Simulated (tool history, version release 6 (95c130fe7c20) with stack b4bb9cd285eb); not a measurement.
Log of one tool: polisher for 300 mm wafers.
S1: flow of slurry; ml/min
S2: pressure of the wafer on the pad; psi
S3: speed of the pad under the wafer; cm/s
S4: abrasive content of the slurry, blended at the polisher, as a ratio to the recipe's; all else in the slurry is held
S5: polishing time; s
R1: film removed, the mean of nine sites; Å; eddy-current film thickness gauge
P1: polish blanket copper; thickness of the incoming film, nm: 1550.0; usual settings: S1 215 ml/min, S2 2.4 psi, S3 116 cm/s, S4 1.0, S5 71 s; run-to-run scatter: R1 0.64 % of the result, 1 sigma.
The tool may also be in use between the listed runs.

| run | day | S1 | S2 | S3 | S4 | S5 | R1 |
|---|---|---|---|---|---|---|---|
| 1 | 0.233 | 215 | 2.4 | 116 | 1.0 | 71 | 2276.2 |
| 2 | 0.412 | 130 | 2.4 | 116 | 1.0 | 71 | 2061.6 |
| 3 | 0.725 | 215 | 2.4 | 116 | 1.0 | 71 | 2262.5 |
| 4 | 0.921 | 215 | 2.4 | 182 | 1.0 | 71 | 3533.9 |
| 5 | 1.158 | 215 | 2.4 | 116 | 1.0 | 71 | 2253.3 |
| 6 | 1.542 | 215 | 1.4 | 116 | 1.0 | 71 | 1307.2 |
| 7 | 1.779 | 215 | 2.4 | 116 | 1.0 | 71 | 2265.3 |
| 8 | 2.050 | 300 | 2.4 | 116 | 1.0 | 71 | 2311.5 |
| 9 | 2.292 | 285 | 2.4 | 64 | 1.0 | 71 | 1277.5 |
| 10 | 2.596 | 215 | 2.4 | 116 | 0.6 | 71 | 2046.7 |
| 11 | 2.967 | 215 | 1.7 | 80 | 1.0 | 71 | 1097.9 |
| 12 | 3.304 | 215 | 2.4 | 116 | 1.0 | 48 | 1510.7 |
| 13 | 3.654 | 215 | 2.4 | 116 | 1.0 | 71 | 2223.9 |
| 14 | 3.925 | 215 | 3.6 | 116 | 1.0 | 71 | 3351.6 |
| 15 | 4.162 | 215 | 2.4 | 116 | 1.0 | 99 | 3135.7 |
| 16 | 4.458 | 215 | 2.4 | 116 | 1.3 | 71 | 2363.9 |
| 17 | 4.783 | 215 | 2.4 | 80 | 1.0 | 71 | 1549.0 |
| 18 | 5.000 | 215 | 2.4 | 116 | 1.0 | 71 | 2251.2 |
| 19 | 5.229 | 215 | 2.4 | 116 | 1.0 | 71 | 2196.0 |
| 20 | 5.533 | 215 | 2.4 | 116 | 1.0 | 71 | 2168.3 |
| 21 | 5.817 | 215 | 2.4 | 116 | 1.0 | 71 | 2132.8 |
| 22 | 6.025 | 215 | 2.4 | 116 | 1.0 | 71 | 2120.7 |

Run 23 comes next. What will it give?
| 23 | 6.279 | 215 | 2.4 | 116 | 1.0 | 71 | ? |

R1: 2090.8 Å
